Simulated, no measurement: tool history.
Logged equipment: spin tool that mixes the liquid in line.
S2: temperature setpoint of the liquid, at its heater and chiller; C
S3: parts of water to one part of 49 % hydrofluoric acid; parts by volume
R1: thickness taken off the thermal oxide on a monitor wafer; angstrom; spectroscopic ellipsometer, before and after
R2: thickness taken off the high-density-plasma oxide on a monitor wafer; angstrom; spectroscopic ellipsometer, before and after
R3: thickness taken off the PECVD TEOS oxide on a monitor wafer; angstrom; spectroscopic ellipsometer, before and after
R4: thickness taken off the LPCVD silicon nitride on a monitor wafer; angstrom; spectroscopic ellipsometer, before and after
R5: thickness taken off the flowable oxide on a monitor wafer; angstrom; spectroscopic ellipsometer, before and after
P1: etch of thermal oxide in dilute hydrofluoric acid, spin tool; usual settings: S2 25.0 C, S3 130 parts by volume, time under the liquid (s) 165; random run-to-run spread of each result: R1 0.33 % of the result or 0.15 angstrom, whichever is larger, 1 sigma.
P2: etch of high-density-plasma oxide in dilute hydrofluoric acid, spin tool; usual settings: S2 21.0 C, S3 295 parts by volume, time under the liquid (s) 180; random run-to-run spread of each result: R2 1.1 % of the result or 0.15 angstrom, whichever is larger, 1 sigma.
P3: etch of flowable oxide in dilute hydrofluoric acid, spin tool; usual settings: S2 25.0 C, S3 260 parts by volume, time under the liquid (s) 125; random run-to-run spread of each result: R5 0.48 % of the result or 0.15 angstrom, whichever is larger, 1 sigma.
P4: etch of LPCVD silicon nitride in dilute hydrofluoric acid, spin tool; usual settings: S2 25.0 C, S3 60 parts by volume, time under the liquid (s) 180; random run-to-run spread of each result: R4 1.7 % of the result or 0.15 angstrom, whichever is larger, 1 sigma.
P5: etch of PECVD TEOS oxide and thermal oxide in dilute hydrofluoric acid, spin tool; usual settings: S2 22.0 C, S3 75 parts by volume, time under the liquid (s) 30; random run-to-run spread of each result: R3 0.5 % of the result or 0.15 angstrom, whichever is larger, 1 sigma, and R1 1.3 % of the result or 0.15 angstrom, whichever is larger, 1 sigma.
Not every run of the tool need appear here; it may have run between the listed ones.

Run 1, hour 4.7: process that ran P1, S2 25.0 C, S3 130 parts by volume, time under the liquid (s) 165. Result: R1 63.0300 angstrom.
Run 2, hour 9.6: process that ran P2, S2 21.0 C, S3 295 parts by volume, time under the liquid (s) 70. Result: R2 9.0221 angstrom.
Run 3, hour 14.2: process that ran P5, S2 22.0 C, S3 75 parts by volume, time under the liquid (s) 15. Result: R1 8.8612 angstrom, R3 21.395 angstrom.
Run 4, hour 21.4: process that ran P1, S2 20.5 C, S3 130 parts by volume, time under the liquid (s) 165. Result: R1 52.4760 angstrom.
Run 5, hour 28.4: process that ran P4, S2 25.0 C, S3 60 parts by volume, time under the liquid (s) 180. Result: R4 17.1700 angstrom.
Run 6, hour 34.7: process that ran P1, S2 25.0 C, S3 130 parts by volume, time under the liquid (s) 165. Result: R1 62.5090 angstrom.
Run 7, hour 40.5: process that ran P5, S2 22.0 C, S3 75 parts by volume, time under the liquid (s) 30. Result: R1 17.7840 angstrom, R3 42.471 angstrom.
At hour 40.7: hydrofluoric acid flow meter replaced.
Run 8, hour 48.0: process that ran P2, S2 21.0 C, S3 295 parts by volume, time under the liquid (s) 180. Result: R2 22.1620 angstrom.
Run 9, hour 55.3: process that ran P3, S2 25.0 C, S3 80 parts by volume, time under the liquid (s) 125. Result: R5 1017.300 angstrom.
Run 10, hour 60.7: process that ran P1, S2 25.0 C, S3 130 parts by volume, time under the liquid (s) 165. Result: R1 63.4700 angstrom.
Run 11, hour 67.4: process that ran P1, S2 25.0 C, S3 130 parts by volume, time under the liquid (s) 330. Result: R1 126.0000 angstrom.
Run 12, hour 71.7: process that ran P3, S2 25.0 C, S3 260 parts by volume, time under the liquid (s) 30. Result: R5 61.285 angstrom.
Run 13, hour 78.1: process that ran P1, S2 25.0 C, S3 45 parts by volume, time under the liquid (s) 165. Result: R1 203.0800 angstrom.
Run 14, hour 83.8: process that ran P5, S2 27.0 C, S3 75 parts by volume, time under the liquid (s) 30. Result: R1 21.2610 angstrom, R3 51.717 angstrom.
Run 15, hour 87.8: process that ran P1, S2 29.0 C, S3 130 parts by volume, time under the liquid (s) 165. Result: R1 73.2240 angstrom.
Run 16, hour 92.3: process that ran P4, S2 25.0 C, S3 60 parts by volume, time under the liquid (s) 30. Result: R4 2.8515 angstrom.
Run 17, hour 96.6: process that ran P4, S2 32.5 C, S3 60 parts by volume, time under the liquid (s) 180. Result: R4 27.4170 angstrom.
Run 18, hour 101.5: process that ran P4, S2 25.0 C, S3 20 parts by volume, time under the liquid (s) 180. Result: R4 48.8260 angstrom.
Run 19, hour 109.8: process that ran P5, S2 22.0 C, S3 75 parts by volume, time under the liquid (s) 30. Result: R1 17.3830 angstrom, R3 42.939 angstrom.
Run 20, hour 115.8: process that ran P2, S2 27.5 C, S3 295 parts by volume, time under the liquid (s) 180. Result: R2 28.0430 angstrom.
Run 21, hour 122.1: process that ran P3, S2 25.0 C, S3 260 parts by volume, time under the liquid (s) 125. Result: R5 256.500 angstrom.
Run 22, hour 129.1: process that ran P1, S2 18.5 C, S3 130 parts by volume, time under the liquid (s) 65. Result: R1 19.5360 angstrom.
Run 23, hour 136.9: process that ran P1, S2 21.0 C, S3 60 parts by volume, time under the liquid (s) 165. Result: R1 126.3200 angstrom.
Run 24, hour 144.2: process that ran P1, S2 25.0 C, S3 130 parts by volume, time under the liquid (s) 165. Result: R1 62.8960 angstrom.
Run 25, hour 149.0: process that ran P1, S2 25.0 C, S3 130 parts by volume, time under the liquid (s) 165. Result: R1 63.0740 angstrom.
Run 26, hour 153.1: process that ran P1, S2 25.0 C, S3 230 parts by volume, time under the liquid (s) 165. Result: R1 31.8550 angstrom.
Run 27, hour 160.4: process that ran P2, S2 21.0 C, S3 70 parts by volume, time under the liquid (s) 180. Result: R2 119.1100 angstrom.
Run 28, hour 167.6: process that ran P1, S2 25.0 C, S3 235 parts by volume, time under the liquid (s) 55. Result: R1 10.4210 angstrom.
Run 29, hour 173.8: process that ran P3, S2 25.0 C, S3 260 parts by volume, time under the liquid (s) 125. Result: R5 253.710 angstrom.
Run 30, hour 178.3: process that ran P3, S2 31.0 C, S3 260 parts by volume, time under the liquid (s) 125. Result: R5 310.980 angstrom.
Run 31, hour 186.2: process that ran P1, S2 25.0 C, S3 130 parts by volume, time under the liquid (s) 20. Result: R1 7.3014 angstrom.
Run 32, hour 190.9: process that ran P5, S2 22.0 C, S3 140 parts by volume, time under the liquid (s) 30. Result: R1 8.3226 angstrom, R3 21.324 angstrom.
Run 33, hour 195.9: process that ran P1, S2 25.0 C, S3 130 parts by volume, time under the liquid (s) 165. Result: R1 63.2730 angstrom.
Run 34, hour 201.5: process that ran P1, S2 25.0 C, S3 130 parts by volume, time under the liquid (s) 165. Result: R1 65.0080 angstrom.
Run 35, hour 207.9: process that ran P1, S2 25.0 C, S3 130 parts by volume, time under the liquid (s) 165. Result: R1 66.1380 angstrom.
Run 36, hour 213.2: process that ran P1, S2 25.0 C, S3 130 parts by volume, time under the liquid (s) 165. Result: R1 66.5200 angstrom.
Run 37, hour 220.4: process that ran P1, S2 25.0 C, S3 130 parts by volume, time under the liquid (s) 165. Result: R1 67.4510 angstrom.
Run 38, hour 226.3: process that ran P1, S2 25.0 C, S3 130 parts by volume, time under the liquid (s) 165. Result: R1 67.6790 angstrom.
Run 39, hour 233.1: process that ran P1, S2 25.0 C, S3 130 parts by volume, time under the liquid (s) 165. Result: R1 68.0050 angstrom.
Run 40, hour 239.5: process that ran P1, S2 25.0 C, S3 130 parts by volume, time under the liquid (s) 165. Result: R1 68.3220 angstrom.
Run 41, hour 243.4: process that ran P1, S2 25.0 C, S3 130 parts by volume, time under the liquid (s) 165. Result: R1 67.6750 angstrom.
Run 42, hour 250.5: process that ran P1, S2 25.0 C, S3 130 parts by volume, time under the liquid (s) 165. Result: R1 68.2590 angstrom.
Run 43, hour 256.5: process that ran P1, S2 25.0 C, S3 130 parts by volume, time under the liquid (s) 165. Result: R1 68.3570 angstrom.

The log shows P1 creeping away from where it was. Any of the 2 causes listed here, at the size stated for it, fits the log just as well as the others:
A: hydrofluoric acid flow above the setpoint (%) = 7.32
B: liquid hotter than its thermometer reads (K) = 2.15
Creep in the process output first set in at about hour 195.9.

The 4 check runs listed below each average the results of 5 wafers, and their outcomes are marked with question marks. Under which run would the listed causes produce clearly different results?
Run check 1, hour 262.5: process that ran P2, S2 26.5 C, S3 175 parts by volume, time under the liquid (s) 180. Result: R2 ?.
Run check 2, hour 262.5: process that ran P5, S2 22.0 C, S3 105 parts by volume, time under the liquid (s) 30. Result: R1 ?, R3 ?.
Run check 3, hour 262.5: process that ran P4, S2 32.0 C, S3 60 parts by volume, time under the liquid (s) 180. Result: R4 ?.
Run check 4, hour 262.5: process that ran P3, S2 30.0 C, S3 130 parts by volume, time under the liquid (s) 125. Result: R5 ?.

If the cause were each of the candidates in turn, the checks would give the following:
  check  result     if A     if B
check 1      R2  56.6410  56.2460
check 2      R1  13.1960  13.2830
check 2      R3   31.666   31.875
check 3      R4  28.2220  30.0960
check 4      R5  770.210  766.380
How far apart the two closest causes lie, in the result that separates them most: check 1 0.7 %; check 2 0.66 %; check 3 6.43 %; check 4 0.5 %
Of the check runs offered, only check 3 discriminates between the causes; the rest would read about the same regardless of which cause applies.

The results of check 3 are: R4 29.9990 angstrom. Based on these, which of the listed causes is it?

Of the candidate causes, it is B: liquid hotter than its thermometer reads (K).

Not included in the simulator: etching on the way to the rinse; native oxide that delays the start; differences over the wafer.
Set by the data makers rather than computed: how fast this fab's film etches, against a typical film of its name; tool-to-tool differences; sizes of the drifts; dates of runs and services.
